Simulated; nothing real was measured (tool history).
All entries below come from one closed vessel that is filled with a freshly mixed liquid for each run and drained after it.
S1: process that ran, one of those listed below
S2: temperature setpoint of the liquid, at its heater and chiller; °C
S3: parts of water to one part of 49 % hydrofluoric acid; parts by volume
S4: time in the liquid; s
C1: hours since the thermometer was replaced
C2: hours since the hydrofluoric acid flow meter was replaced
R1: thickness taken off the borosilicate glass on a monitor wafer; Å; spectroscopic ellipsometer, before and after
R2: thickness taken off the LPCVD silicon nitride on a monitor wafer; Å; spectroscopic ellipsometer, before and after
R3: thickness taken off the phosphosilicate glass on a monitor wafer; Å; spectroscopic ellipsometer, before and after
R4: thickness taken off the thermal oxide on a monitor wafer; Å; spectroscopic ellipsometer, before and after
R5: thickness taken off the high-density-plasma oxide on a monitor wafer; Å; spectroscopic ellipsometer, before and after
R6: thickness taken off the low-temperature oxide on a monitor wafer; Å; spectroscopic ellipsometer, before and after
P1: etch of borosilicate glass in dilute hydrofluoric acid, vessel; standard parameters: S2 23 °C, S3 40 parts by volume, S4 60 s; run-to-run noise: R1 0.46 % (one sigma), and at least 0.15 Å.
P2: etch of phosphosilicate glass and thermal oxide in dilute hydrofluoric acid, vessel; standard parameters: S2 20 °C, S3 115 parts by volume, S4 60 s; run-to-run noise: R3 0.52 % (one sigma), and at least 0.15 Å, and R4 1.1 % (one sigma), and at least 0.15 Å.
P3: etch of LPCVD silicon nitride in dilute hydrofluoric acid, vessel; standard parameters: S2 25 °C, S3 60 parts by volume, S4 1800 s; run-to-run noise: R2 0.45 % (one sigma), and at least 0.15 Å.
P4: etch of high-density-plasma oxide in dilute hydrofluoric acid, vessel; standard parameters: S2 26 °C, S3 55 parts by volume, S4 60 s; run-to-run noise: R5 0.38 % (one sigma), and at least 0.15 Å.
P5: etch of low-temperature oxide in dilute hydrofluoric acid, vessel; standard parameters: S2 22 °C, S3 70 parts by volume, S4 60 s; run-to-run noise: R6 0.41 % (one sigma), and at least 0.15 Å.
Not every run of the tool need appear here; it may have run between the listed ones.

run,day,S1,S2,S3,S4,C1,C2,R1,R2,R3,R4,R5,R6
1,0.442,P1,23,40,60,726.4,1026.1,430.33,,,,,
2,0.65,P3,25,60,1800,731.4,1031.1,,141.31,,,,
3,1.125,P1,23,40,60,742.8,1042.5,426.02,,,,,
4,1.342,P1,23,55,60,748,1047.7,302.06,,,,,
5,1.821,P1,23,65,30,759.5,1059.2,126.94,,,,,
6,2.3,P1,23,40,60,771,1070.7,424.18,,,,,
7,2.654,P2,20,45,60,779.5,1079.2,,,1597.5,59.862,,
8,3.117,P4,18,55,60,790.6,1090.3,,,,,72.687,
9,3.4,P1,23,65,30,797.4,1097.1,126.12,,,,,
10,3.671,P5,22,70,60,803.9,1103.6,,,,,,193.7
11,3.954,P1,23,25,60,810.7,1110.4,694.08,,,,,
12,4.383,P1,23,40,60,821,1120.7,424.06,,,,,
13,4.65,P3,25,60,205,827.4,1127.1,,15.771,,,,
14,5.025,P1,23,40,115,836.4,1136.1,814.37,,,,,
15,5.4,P3,17.5,60,1800,845.4,1145.1,,83.42,,,,
# day 5.671: thermometer replaced
16,5.842,P1,23,40,60,4.1,1155.7,425.52,,,,,
17,6.125,P3,25,20,1800,10.9,1162.5,,405.82,,,,
18,6.375,P1,27.5,40,85,16.9,1168.5,719.59,,,,,
19,6.742,P2,20,115,60,25.7,1177.3,,,579.3,21.759,,
20,7.067,P1,23,40,60,33.5,1185.1,426.63,,,,,
21,7.496,P5,22,70,30,43.8,1195.4,,,,,,96.528
22,7.725,P1,23,40,30,49.3,1200.9,212.85,,,,,
23,8.138,P5,17,70,60,59.2,1210.8,,,,,,157.7
24,8.467,P5,22,115,60,67.1,1218.7,,,,,,111.41
25,8.85,P2,20,115,60,76.3,1227.9,,,581.01,21.419,,
26,9.075,P4,26,55,85,81.7,1233.3,,,,,142.5,
# day 9.15: hydrofluoric acid flow meter replaced
27,9.325,P2,17,115,60,87.7,4.2,,,516.47,19.156,,
28,9.642,P1,17,40,60,95.3,11.8,328.69,,,,,
29,9.9,P4,26,100,60,101.5,18,,,,,52.415,
30,10.375,P1,30.5,40,60,112.9,29.4,576.1,,,,,
31,10.767,P1,23,40,60,122.3,38.8,425.83,,,,,
32,11.233,P2,20,115,30,133.5,50,,,289.03,10.869,,
33,11.588,P4,26,55,60,142,58.5,,,,,101.23,
34,11.904,P1,23,40,60,149.6,66.1,422.86,,,,,
35,12.25,P1,23,40,60,157.9,74.4,440.29,,,,,
36,12.696,P1,23,40,60,168.6,85.1,450.67,,,,,
37,13.088,P1,23,40,60,178,94.5,456.85,,,,,
38,13.304,P1,23,40,60,183.2,99.7,454.62,,,,,
39,13.592,P1,23,40,60,190.1,106.6,462.16,,,,,
40,13.842,P1,23,40,60,196.1,112.6,462.02,,,,,
41,14.183,P1,23,40,60,204.3,120.8,464.28,,,,,
42,14.404,P1,23,40,60,209.6,126.1,464.05,,,,,
43,14.879,P1,23,40,60,221,137.5,466.35,,,,,

Compared with where it was, what P1 gives has crept away. Each cause listed below fits the log as well as the rest, at the size given for it:
A: liquid hotter than its thermometer reads (K) = 2.18
B: hydrofluoric acid flow above the setpoint (%) = 8.95
Onset of the creep was near day 11.904.

Each of the 4 check runs below uses one wafer; its results are left as question marks. Which run tells the causes apart?
check 1,15.354,P2,20,75,35,,,,,?,?,,
check 2,15.354,P4,22,55,60,,,,,,,?,
check 3,15.354,P3,25,60,480,,,,?,,,,
check 4,15.354,P5,18,70,30,,,,,,,,?

Check results expected under each cause:
check,result,if A,if B
check 1,R3,594.45,596.06
check 1,R4,22.149,22.209
check 2,R5,93.743,93.877
check 3,R2,43.051,40.554
check 4,R6,89.772,89.783
Separation of the two closest causes in each check, using whichever result separates them best: check 1 0.27 %; check 2 0.14 %; check 3 5.97 %; check 4 0.01 %
The other checks would show nearly matching results whichever cause is true, so check 3 is the only one that separates the causes.

Check 3 was carried out, with these results: R2 43.26 Å. Which of the listed causes is responsible?

The cause is A: liquid hotter than its thermometer reads (K).

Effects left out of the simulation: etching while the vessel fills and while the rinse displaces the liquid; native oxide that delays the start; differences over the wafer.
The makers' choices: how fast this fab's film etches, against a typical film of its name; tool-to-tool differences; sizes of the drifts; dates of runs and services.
